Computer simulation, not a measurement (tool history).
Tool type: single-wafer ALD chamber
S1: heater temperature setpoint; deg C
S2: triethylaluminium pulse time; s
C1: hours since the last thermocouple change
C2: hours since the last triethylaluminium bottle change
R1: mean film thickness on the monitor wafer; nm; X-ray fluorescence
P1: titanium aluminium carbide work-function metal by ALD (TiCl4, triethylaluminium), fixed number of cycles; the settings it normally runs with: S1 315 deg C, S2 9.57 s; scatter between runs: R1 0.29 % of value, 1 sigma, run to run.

{"run": 1, "day": 0.475, "S1": 315, "S2": 9.57, "C1": 424.6, "C2": 860.4, "R1": 2.0574}
{"run": 2, "day": 0.725, "S1": 315, "S2": 3.57, "C1": 430.6, "C2": 866.4, "R1": 1.515}
{"run": 3, "day": 1.15, "S1": 315, "S2": 9.57, "C1": 440.8, "C2": 876.6, "R1": 2.056}
{"run": 4, "day": 1.671, "S1": 315, "S2": 9.57, "C1": 453.3, "C2": 889.1, "R1": 2.0687}
{"run": 5, "day": 2.042, "S1": 335, "S2": 9.57, "C1": 462.2, "C2": 898.0, "R1": 2.2255}
{"run": 6, "day": 2.375, "S1": 290, "S2": 9.57, "C1": 470.2, "C2": 906.0, "R1": 1.8429}
{"run": 7, "day": 2.871, "S1": 315, "S2": 14.34, "C1": 482.1, "C2": 917.9, "R1": 2.133}
{"run": 8, "day": 3.362, "S1": 315, "S2": 9.57, "C1": 493.9, "C2": 929.7, "R1": 2.0681}
{"run": 9, "day": 3.754, "S1": 315, "S2": 9.57, "C1": 503.3, "C2": 939.1, "R1": 2.0566}
{"run": 10, "day": 4.054, "S1": 315, "S2": 9.57, "C1": 510.5, "C2": 946.3, "R1": 2.0604}
{"run": 11, "day": 4.279, "S1": 332, "S2": 6.07, "C1": 515.9, "C2": 951.7, "R1": 2.0012}
{"run": 12, "day": 4.717, "S1": 315, "S2": 9.57, "C1": 526.4, "C2": 962.2, "R1": 2.0605}
{"run": 13, "day": 5.083, "S1": 315, "S2": 9.57, "C1": 535.2, "C2": 971.0, "R1": 2.043}
{"run": 14, "day": 5.533, "S1": 315, "S2": 9.57, "C1": 546.0, "C2": 981.8, "R1": 2.021}
{"run": 15, "day": 5.788, "S1": 315, "S2": 9.57, "C1": 552.1, "C2": 987.9, "R1": 2.0442}
{"run": 16, "day": 6.125, "S1": 315, "S2": 9.57, "C1": 560.2, "C2": 996.0, "R1": 2.0404}
{"run": 17, "day": 6.367, "S1": 315, "S2": 9.57, "C1": 566.0, "C2": 1001.8, "R1": 2.0368}
{"run": 18, "day": 6.867, "S1": 315, "S2": 9.57, "C1": 578.0, "C2": 1013.8, "R1": 2.0272}
{"run": 19, "day": 7.104, "S1": 315, "S2": 9.57, "C1": 583.7, "C2": 1019.5, "R1": 2.0148}
{"run": 20, "day": 7.338, "S1": 315, "S2": 9.57, "C1": 589.3, "C2": 1025.1, "R1": 2.0302}
{"run": 21, "day": 7.833, "S1": 315, "S2": 9.57, "C1": 601.2, "C2": 1037.0, "R1": 2.0218}
{"run": 22, "day": 8.317, "S1": 315, "S2": 9.57, "C1": 612.8, "C2": 1048.6, "R1": 2.0247}

Compared with where it was, what P1 gives has crept away. Each cause listed below fits the log as well as the rest, at the size given for it:
A: triethylaluminium dose below that of a fresh bottle (%) = 12
B: wafer temperature below the value expected at the setpoint (K) = 4.51
At approximately day 4.717, the process output began to creep.

Question marks stand in for the results of the 4 check runs listed below, each run on one wafer. Under which run would the listed causes show clearly different results?
{"run": "check 1", "day": 8.8, "S1": 297, "S2": 9.57, "R1": "?"}
{"run": "check 2", "day": 8.8, "S1": 325, "S2": 4.43, "R1": "?"}
{"run": "check 3", "day": 8.8, "S1": 332, "S2": 9.57, "R1": "?"}
{"run": "check 4", "day": 8.8, "S1": 291, "S2": 9.57, "R1": "?"}

If the cause were each of the candidates in turn, the checks would give the following:
check=check_1 result=R1 if_A=1.8717 if_B=1.8695
check=check_2 result=R1 if_A=1.6459 if_B=1.7119
check=check_3 result=R1 if_A=2.1633 if_B=2.1656
check=check_4 result=R1 if_A=1.8225 if_B=1.8196
Smallest distance between any two causes, each pair judged by its most separating result, in per cent: check 1 0.12 %; check 2 3.93 %; check 3 0.11 %; check 4 0.16 %
Check 2 tells the causes apart: in the others they would give nearly the same result.

Check 2 was carried out, with these results: R1 1.6478 nm. Which of the listed causes is responsible?

The cause is A: triethylaluminium dose below that of a fresh bottle (%).
